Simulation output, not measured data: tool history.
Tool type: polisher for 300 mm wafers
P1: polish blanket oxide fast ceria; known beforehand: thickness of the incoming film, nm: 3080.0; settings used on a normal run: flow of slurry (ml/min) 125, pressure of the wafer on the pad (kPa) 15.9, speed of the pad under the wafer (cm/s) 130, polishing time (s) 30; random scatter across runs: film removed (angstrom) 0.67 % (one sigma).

| run | day | flow of slurry (ml/min) | pressure of the wafer on the pad (kPa) | speed of the pad under the wafer (cm/s) | polishing time (s) | wafers polished on this pad | hours since the slurry nozzle was cleaned | hours since the head pressure was calibrated | film removed (angstrom) |
|---|---|---|---|---|---|---|---|---|---|
| 1 | 0.425 | 125 | 15.9 | 130 | 30 | 386 | 588.1 | 852.7 | 4590.8 |
| 2 | 1.075 | 125 | 15.9 | 130 | 30 | 558 | 603.7 | 868.3 | 4487.4 |
| 3 | 1.562 | 125 | 15.9 | 130 | 41 | 687 | 615.4 | 880 | 6138.6 |
|  | 2.125 | slurry nozzle cleaned |
| 4 | 2.225 | 125 | 15.9 | 130 | 30 | 862 | 2.4 | 895.9 | 4567.2 |
| 5 | 2.617 | 125 | 15.9 | 130 | 30 | 965 | 11.8 | 905.3 | 4511.2 |
| 6 | 3.183 | 125 | 15.9 | 130 | 23 | 1115 | 25.4 | 918.9 | 3445.7 |
| 7 | 3.867 | 125 | 23.4 | 130 | 30 | 1296 | 41.8 | 935.3 | 6717.8 |
| 8 | 4.212 | 125 | 15.9 | 130 | 30 | 1388 | 50.1 | 943.6 | 4475.7 |
| 9 | 4.833 | 125 | 15.9 | 184 | 30 | 1552 | 65 | 958.5 | 6408.6 |
| 10 | 5.146 | 125 | 15.9 | 88 | 30 | 1635 | 72.5 | 966 | 3041.2 |
| 11 | 5.679 | 75 | 15.9 | 130 | 30 | 1776 | 85.3 | 978.8 | 3897.7 |
| 12 | 6.317 | 125 | 20.7 | 90 | 30 | 1944 | 100.6 | 994.1 | 4081.1 |
| 13 | 6.65 | 125 | 8.3 | 130 | 30 | 2033 | 108.6 | 1002.1 | 2371.3 |
| 14 | 7.338 | 155 | 15.9 | 130 | 30 | 2214 | 125.1 | 1018.6 | 4706.2 |
| 15 | 7.738 | 125 | 15.9 | 130 | 30 | 2320 | 134.7 | 1028.2 | 4530.2 |
| 16 | 8.383 | 125 | 15.9 | 130 | 30 | 2491 | 150.2 | 1043.7 | 4321 |
| 17 | 8.812 | 125 | 15.9 | 130 | 30 | 2605 | 160.5 | 1054 | 4186.6 |

Expected results for the next run?
|  | 9.062 | worn pad replaced by a new one |
| 18 | 9.35 | 125 | 15.9 | 130 | 30 | 77 | 173.4 | 1066.9 | ? |

film removed (angstrom): 4123.5
